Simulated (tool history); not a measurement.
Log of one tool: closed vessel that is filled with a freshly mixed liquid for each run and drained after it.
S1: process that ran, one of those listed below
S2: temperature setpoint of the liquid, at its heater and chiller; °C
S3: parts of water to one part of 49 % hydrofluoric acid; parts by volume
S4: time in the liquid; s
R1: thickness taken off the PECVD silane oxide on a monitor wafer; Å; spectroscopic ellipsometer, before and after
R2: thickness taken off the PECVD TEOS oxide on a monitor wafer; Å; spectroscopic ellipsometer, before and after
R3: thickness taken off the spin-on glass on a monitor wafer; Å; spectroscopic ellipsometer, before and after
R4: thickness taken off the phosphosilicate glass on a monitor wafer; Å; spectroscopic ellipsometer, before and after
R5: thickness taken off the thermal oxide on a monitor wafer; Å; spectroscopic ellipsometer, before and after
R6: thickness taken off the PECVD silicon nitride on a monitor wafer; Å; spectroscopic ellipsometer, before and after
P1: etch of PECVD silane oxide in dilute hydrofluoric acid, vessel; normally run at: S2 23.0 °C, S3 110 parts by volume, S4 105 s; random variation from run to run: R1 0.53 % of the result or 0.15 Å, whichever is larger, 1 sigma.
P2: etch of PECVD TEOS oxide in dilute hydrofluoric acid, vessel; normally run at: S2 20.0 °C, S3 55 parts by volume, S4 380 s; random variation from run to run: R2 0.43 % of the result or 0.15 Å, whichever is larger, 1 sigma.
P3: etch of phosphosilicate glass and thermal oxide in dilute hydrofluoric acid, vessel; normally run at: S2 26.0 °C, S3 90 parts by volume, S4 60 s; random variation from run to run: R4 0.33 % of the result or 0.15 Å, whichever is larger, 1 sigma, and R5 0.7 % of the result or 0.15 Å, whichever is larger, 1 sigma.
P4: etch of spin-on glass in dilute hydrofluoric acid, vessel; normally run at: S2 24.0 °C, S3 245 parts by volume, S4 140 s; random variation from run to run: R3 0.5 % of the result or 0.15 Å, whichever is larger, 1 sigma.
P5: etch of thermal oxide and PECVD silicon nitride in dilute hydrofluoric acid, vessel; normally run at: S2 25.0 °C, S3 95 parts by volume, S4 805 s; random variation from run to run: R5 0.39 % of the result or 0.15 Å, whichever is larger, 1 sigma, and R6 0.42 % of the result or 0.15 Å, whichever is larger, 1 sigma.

Run 1, hour 4.5: S1 P1, S2 23.0 °C, S3 110 parts by volume, S4 105 s. Result: R1 137.980 Å.
Run 2, hour 6.9: S1 P1, S2 23.0 °C, S3 110 parts by volume, S4 40 s. Result: R1 51.833 Å.
Run 3, hour 11.3: S1 P2, S2 28.5 °C, S3 55 parts by volume, S4 380 s. Result: R2 750.55 Å.
Run 4, hour 15.8: S1 P1, S2 23.0 °C, S3 110 parts by volume, S4 105 s. Result: R1 137.290 Å.
Run 5, hour 19.2: S1 P1, S2 23.0 °C, S3 110 parts by volume, S4 105 s. Result: R1 136.280 Å.
Run 6, hour 23.5: S1 P4, S2 24.0 °C, S3 245 parts by volume, S4 140 s. Result: R3 122.100 Å.
Run 7, hour 27.5: S1 P4, S2 17.0 °C, S3 245 parts by volume, S4 140 s. Result: R3 93.278 Å.
Run 8, hour 30.6: S1 P1, S2 31.0 °C, S3 110 parts by volume, S4 105 s. Result: R1 186.420 Å.
Run 9, hour 35.2: S1 P3, S2 26.0 °C, S3 90 parts by volume, S4 60 s. Result: R4 429.85 Å, R5 35.893 Å.
Run 10, hour 38.6: S1 P5, S2 17.0 °C, S3 95 parts by volume, S4 805 s. Result: R5 308.040 Å, R6 242.17 Å.
Run 11, hour 42.9: S1 P3, S2 26.0 °C, S3 130 parts by volume, S4 60 s. Result: R4 283.71 Å, R5 23.620 Å.
Run 12, hour 46.3: S1 P3, S2 20.0 °C, S3 90 parts by volume, S4 60 s. Result: R4 338.56 Å, R5 27.869 Å.
Run 13, hour 48.5: S1 P1, S2 23.0 °C, S3 150 parts by volume, S4 105 s. Result: R1 95.845 Å.
Run 14, hour 52.1: S1 P4, S2 24.0 °C, S3 410 parts by volume, S4 140 s. Result: R3 62.496 Å.
Run 15, hour 56.7: S1 P1, S2 23.0 °C, S3 70 parts by volume, S4 105 s. Result: R1 225.210 Å.
Run 16, hour 59.5: S1 P5, S2 25.0 °C, S3 95 parts by volume, S4 805 s. Result: R5 422.770 Å, R6 416.24 Å.
Run 17, hour 64.2: S1 P2, S2 20.0 °C, S3 55 parts by volume, S4 155 s. Result: R2 215.68 Å.
Run 18, hour 68.3: S1 P1, S2 23.0 °C, S3 110 parts by volume, S4 105 s. Result: R1 137.530 Å.
Run 19, hour 71.6: S1 P1, S2 23.0 °C, S3 190 parts by volume, S4 150 s. Result: R1 103.780 Å.
Run 20, hour 75.5: S1 P5, S2 25.0 °C, S3 95 parts by volume, S4 1530 s. Result: R5 810.150 Å, R6 787.67 Å.
Run 21, hour 79.9: S1 P2, S2 20.0 °C, S3 55 parts by volume, S4 380 s. Result: R2 527.30 Å.

Forecast run 22:
Run 22, hour 83.9: S1 P4, S2 24.0 °C, S3 245 parts by volume, S4 35 s. Result: R3 ?.

Run 22 gave R3 30.180 Å.
